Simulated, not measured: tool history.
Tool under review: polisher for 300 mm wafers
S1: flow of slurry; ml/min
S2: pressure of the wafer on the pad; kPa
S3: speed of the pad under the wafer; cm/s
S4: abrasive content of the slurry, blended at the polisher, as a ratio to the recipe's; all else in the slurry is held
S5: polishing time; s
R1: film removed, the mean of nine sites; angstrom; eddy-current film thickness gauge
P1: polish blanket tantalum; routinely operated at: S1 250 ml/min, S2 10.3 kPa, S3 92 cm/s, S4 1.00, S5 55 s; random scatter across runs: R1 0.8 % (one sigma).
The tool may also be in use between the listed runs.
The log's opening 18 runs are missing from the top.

run 19 hour=62.1 | S1=250 S2=10.3 S3=92 S4=1.00 S5=27 | R1=294.96
run 20 hour=65.8 | S1=250 S2=10.3 S3=92 S4=1.00 S5=55 | R1=603.44
run 21 hour=67.8 | S1=250 S2=10.3 S3=92 S4=1.00 S5=55 | R1=591.55
run 22 hour=71.4 | S1=250 S2=10.3 S3=92 S4=1.00 S5=55 | R1=562.77
run 23 hour=73.8 | S1=250 S2=10.3 S3=92 S4=1.00 S5=55 | R1=560.14
run 24 hour=76.2 | S1=250 S2=10.3 S3=92 S4=1.00 S5=55 | R1=556.13
run 25 hour=80.8 | S1=250 S2=10.3 S3=92 S4=1.00 S5=55 | R1=554.44
-- hour=84.3 slurry nozzle cleaned
run 26 hour=84.8 | S1=250 S2=10.3 S3=92 S4=1.00 S5=55 | R1=554.58

What will run 27 give?
run 27 hour=86.9 | S1=250 S2=10.3 S3=92 S4=1.00 S5=55 | R1=?

Run 27 measured R1 546.70 angstrom.
